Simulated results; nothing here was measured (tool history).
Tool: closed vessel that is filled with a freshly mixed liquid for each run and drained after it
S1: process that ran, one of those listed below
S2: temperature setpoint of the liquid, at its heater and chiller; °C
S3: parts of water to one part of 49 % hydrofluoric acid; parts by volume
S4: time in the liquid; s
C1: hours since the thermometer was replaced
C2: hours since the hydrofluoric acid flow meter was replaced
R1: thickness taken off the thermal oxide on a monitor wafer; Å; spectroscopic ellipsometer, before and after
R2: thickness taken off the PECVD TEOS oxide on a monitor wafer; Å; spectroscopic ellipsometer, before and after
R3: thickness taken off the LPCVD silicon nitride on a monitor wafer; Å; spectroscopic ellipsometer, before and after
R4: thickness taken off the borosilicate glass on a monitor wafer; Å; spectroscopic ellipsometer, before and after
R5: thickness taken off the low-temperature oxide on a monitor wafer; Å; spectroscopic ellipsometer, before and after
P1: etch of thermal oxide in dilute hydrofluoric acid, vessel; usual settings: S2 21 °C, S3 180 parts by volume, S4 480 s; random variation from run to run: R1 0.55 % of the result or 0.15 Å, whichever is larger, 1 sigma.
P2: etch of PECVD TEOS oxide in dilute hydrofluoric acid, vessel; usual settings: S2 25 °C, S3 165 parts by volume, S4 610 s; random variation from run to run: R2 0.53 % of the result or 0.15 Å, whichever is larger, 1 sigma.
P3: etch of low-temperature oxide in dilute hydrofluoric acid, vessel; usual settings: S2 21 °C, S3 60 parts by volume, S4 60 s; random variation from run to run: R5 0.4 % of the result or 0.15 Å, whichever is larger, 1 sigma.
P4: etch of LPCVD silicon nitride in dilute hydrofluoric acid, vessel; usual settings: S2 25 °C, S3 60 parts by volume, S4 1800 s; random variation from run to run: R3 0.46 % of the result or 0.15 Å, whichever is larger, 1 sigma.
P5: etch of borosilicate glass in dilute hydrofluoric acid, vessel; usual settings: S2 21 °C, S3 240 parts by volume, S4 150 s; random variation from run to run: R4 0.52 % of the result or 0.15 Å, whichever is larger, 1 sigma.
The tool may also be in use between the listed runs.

run 1 hour=4.9 | S1=P1 S2=21 S3=180 S4=480 | C1=767.7 C2=114.4 | R1=109.52
run 2 hour=9.4 | S1=P2 S2=25 S3=165 S4=610 | C1=772.2 C2=118.9 | R2=355.94
run 3 hour=17.3 | S1=P1 S2=21 S3=180 S4=480 | C1=780.1 C2=126.8 | R1=108.83
run 4 hour=22.9 | S1=P4 S2=25 S3=60 S4=1800 | C1=785.7 C2=132.4 | R3=166.97
run 5 hour=31.6 | S1=P1 S2=28 S3=245 S4=480 | C1=794.4 C2=141.1 | R1=96.307
run 6 hour=37.4 | S1=P1 S2=21 S3=95 S4=480 | C1=800.2 C2=146.9 | R1=225.8
run 7 hour=44.5 | S1=P1 S2=21 S3=180 S4=480 | C1=807.3 C2=154 | R1=109.48
run 8 hour=50.4 | S1=P1 S2=26 S3=180 S4=480 | C1=813.2 C2=159.9 | R1=131.26
run 9 hour=57.3 | S1=P4 S2=25 S3=30 S4=1800 | C1=820.1 C2=166.8 | R3=330.91
run 10 hour=62.4 | S1=P5 S2=25 S3=240 S4=150 | C1=825.2 C2=171.9 | R4=195.68
run 11 hour=70 | S1=P3 S2=26 S3=60 S4=60 | C1=832.8 C2=179.5 | R5=265
run 12 hour=75.7 | S1=P3 S2=21 S3=60 S4=60 | C1=838.5 C2=185.2 | R5=216.02
run 13 hour=82.9 | S1=P2 S2=25 S3=165 S4=610 | C1=845.7 C2=192.4 | R2=354.07
run 14 hour=90.5 | S1=P3 S2=21 S3=60 S4=110 | C1=853.3 C2=200 | R5=398.67
run 15 hour=97.4 | S1=P1 S2=21 S3=180 S4=480 | C1=860.2 C2=206.9 | R1=109.77
run 16 hour=104.8 | S1=P4 S2=32.5 S3=60 S4=1800 | C1=867.6 C2=214.3 | R3=271.44
run 17 hour=109.2 | S1=P2 S2=25 S3=165 S4=955 | C1=872 C2=218.7 | R2=550.58
run 18 hour=118.8 | S1=P5 S2=21 S3=240 S4=30 | C1=881.6 C2=228.3 | R4=33.65
run 19 hour=128.2 | S1=P5 S2=21 S3=240 S4=150 | C1=891 C2=237.7 | R4=169.04
run 20 hour=137 | S1=P4 S2=25 S3=60 S4=1800 | C1=899.8 C2=246.5 | R3=166.26
run 21 hour=142.7 | S1=P5 S2=21 S3=240 S4=150 | C1=905.5 C2=252.2 | R4=168.49
run 22 hour=150.9 | S1=P1 S2=21 S3=180 S4=480 | C1=913.7 C2=260.4 | R1=108.48
run 23 hour=157.2 | S1=P1 S2=21 S3=180 S4=85 | C1=920 C2=266.7 | R1=19.393
run 24 hour=163.4 | S1=P5 S2=21 S3=135 S4=150 | C1=926.2 C2=272.9 | R4=334.21
run 25 hour=170.1 | S1=P2 S2=25 S3=295 S4=610 | C1=932.9 C2=279.6 | R2=171.41
run 26 hour=179 | S1=P1 S2=21 S3=325 S4=480 | C1=941.8 C2=288.5 | R1=52.861
run 27 hour=188.6 | S1=P4 S2=25 S3=60 S4=980 | C1=951.4 C2=298.1 | R3=90.645
run 28 hour=195.6 | S1=P1 S2=17 S3=180 S4=480 | C1=958.4 C2=305.1 | R1=93.42
run 29 hour=204 | S1=P2 S2=30 S3=165 S4=610 | C1=966.8 C2=313.5 | R2=423.91
run 30 hour=211.9 | S1=P1 S2=21 S3=180 S4=860 | C1=974.7 C2=321.4 | R1=195.53
run 31 hour=216.9 | S1=P1 S2=21 S3=180 S4=480 | C1=979.7 C2=326.4 | R1=109.7
run 32 hour=226.5 | S1=P3 S2=21 S3=100 S4=60 | C1=989.3 C2=336 | R5=124.58
run 33 hour=233.9 | S1=P1 S2=21 S3=180 S4=480 | C1=996.7 C2=343.4 | R1=108.63
run 34 hour=241.6 | S1=P1 S2=21 S3=180 S4=480 | C1=1004.4 C2=351.1 | R1=107.28
run 35 hour=247.9 | S1=P1 S2=21 S3=180 S4=480 | C1=1010.7 C2=357.4 | R1=104.7
run 36 hour=255 | S1=P1 S2=21 S3=180 S4=480 | C1=1017.8 C2=364.5 | R1=105.32
run 37 hour=263.7 | S1=P1 S2=21 S3=180 S4=480 | C1=1026.5 C2=373.2 | R1=104.15
run 38 hour=271.1 | S1=P1 S2=21 S3=180 S4=480 | C1=1033.9 C2=380.6 | R1=104.08
run 39 hour=279.9 | S1=P1 S2=21 S3=180 S4=480 | C1=1042.7 C2=389.4 | R1=103.72
run 40 hour=289.3 | S1=P1 S2=21 S3=180 S4=480 | C1=1052.1 C2=398.8 | R1=103.69
run 41 hour=297.8 | S1=P1 S2=21 S3=180 S4=480 | C1=1060.6 C2=407.3 | R1=103.9
run 42 hour=302.7 | S1=P1 S2=21 S3=180 S4=480 | C1=1065.5 C2=412.2 | R1=104.6
run 43 hour=310.6 | S1=P1 S2=21 S3=180 S4=480 | C1=1073.4 C2=420.1 | R1=103.07

What P1 gives has crept away from where it was. These 2 causes fit the log equally well, each at the size given:
A: liquid colder than its thermometer reads (K) = 1.43
B: hydrofluoric acid flow below the setpoint (%) = 4.56
The creep began at about hour 233.9.

4 check runs are offered, one wafer each, their results left as question marks. Which one tells the causes apart?
run check 1 hour=318.5 | S1=P3 S2=21 S3=60 S4=60 | R5=?
run check 2 hour=318.5 | S1=P2 S2=25 S3=165 S4=610 | R2=?
run check 3 hour=318.5 | S1=P4 S2=25 S3=60 S4=1800 | R3=?
run check 4 hour=318.5 | S1=P5 S2=21 S3=240 S4=150 | R4=?

What each check would give under each cause:
check=check_1 result=R5 if_A=204.05 if_B=206.1
check=check_2 result=R2 if_A=333.39 if_B=332.82
check=check_3 result=R3 if_A=151.59 if_B=159.33
check=check_4 result=R4 if_A=160.14 if_B=159.52
How far apart the two closest causes lie, in the result that separates them most: check 1 1 %; check 2 0.17 %; check 3 4.98 %; check 4 0.39 %
Only check 3 tells the causes apart: in the others they would give nearly the same result.

Then check 3 was run and gave: R3 158.93 Å. Which cause is it?

It is B: hydrofluoric acid flow below the setpoint (%).
